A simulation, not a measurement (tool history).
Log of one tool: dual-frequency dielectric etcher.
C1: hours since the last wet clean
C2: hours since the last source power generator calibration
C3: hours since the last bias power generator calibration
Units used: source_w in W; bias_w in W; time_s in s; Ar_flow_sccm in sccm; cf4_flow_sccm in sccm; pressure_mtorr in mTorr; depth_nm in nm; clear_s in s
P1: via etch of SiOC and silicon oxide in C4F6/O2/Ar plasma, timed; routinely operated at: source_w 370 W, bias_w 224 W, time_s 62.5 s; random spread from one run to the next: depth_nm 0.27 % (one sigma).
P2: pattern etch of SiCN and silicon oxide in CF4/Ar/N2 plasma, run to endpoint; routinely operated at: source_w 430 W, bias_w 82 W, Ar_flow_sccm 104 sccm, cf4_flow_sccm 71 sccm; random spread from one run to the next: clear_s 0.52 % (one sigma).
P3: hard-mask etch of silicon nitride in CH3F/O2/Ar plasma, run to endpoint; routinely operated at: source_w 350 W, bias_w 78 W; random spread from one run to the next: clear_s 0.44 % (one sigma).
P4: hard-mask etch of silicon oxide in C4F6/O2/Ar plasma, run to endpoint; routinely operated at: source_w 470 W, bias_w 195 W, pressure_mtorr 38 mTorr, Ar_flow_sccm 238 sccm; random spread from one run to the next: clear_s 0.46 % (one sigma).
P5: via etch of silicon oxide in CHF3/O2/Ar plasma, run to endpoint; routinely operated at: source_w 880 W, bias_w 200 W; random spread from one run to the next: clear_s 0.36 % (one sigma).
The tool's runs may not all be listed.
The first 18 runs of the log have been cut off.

{"run": 19, "day": 7.35, "process": "P3", "source_w": 350, "bias_w": 78, "C1": 398.5, "C2": 1331.9, "C3": 3117.8, "clear_s": 85.132}
{"run": 20, "day": 7.575, "process": "P1", "source_w": 440, "bias_w": 170, "time_s": 62.5, "C1": 403.9, "C2": 1337.3, "C3": 3123.2, "depth_nm": 72.875}
{"run": 21, "day": 7.933, "process": "P2", "source_w": 430, "bias_w": 82, "Ar_flow_sccm": 134, "cf4_flow_sccm": 71, "C1": 412.5, "C2": 1345.9, "C3": 3131.8, "clear_s": 18.376}
{"run": 22, "day": 8.371, "process": "P1", "source_w": 370, "bias_w": 224, "time_s": 62.5, "C1": 423, "C2": 1356.4, "C3": 3142.3, "depth_nm": 74.664}
{"run": 23, "day": 8.746, "process": "P5", "source_w": 880, "bias_w": 240, "C1": 432, "C2": 1365.4, "C3": 3151.3, "clear_s": 195.26}
{"run": 24, "day": 9.012, "process": "P1", "source_w": 370, "bias_w": 224, "time_s": 62.5, "C1": 438.4, "C2": 1371.8, "C3": 3157.7, "depth_nm": 74.257}
{"run": 25, "day": 9.458, "process": "P4", "source_w": 470, "bias_w": 195, "Ar_flow_sccm": 238, "pressure_mtorr": 38, "C1": 449.1, "C2": 1382.5, "C3": 3168.4, "clear_s": 71.169}
{"run": 26, "day": 9.792, "process": "P1", "source_w": 370, "bias_w": 156, "time_s": 62.5, "C1": 457.1, "C2": 1390.5, "C3": 3176.4, "depth_nm": 66.723}

Estimate the outcome of run 27 from the log above:
{"run": 27, "day": 10.238, "process": "P4", "source_w": 470, "bias_w": 195, "Ar_flow_sccm": 238, "pressure_mtorr": 29.5, "C1": 467.8, "C2": 1401.2, "C3": 3187.1, "clear_s": "?"}

{"run 27": {"clear_s": 68.967}}
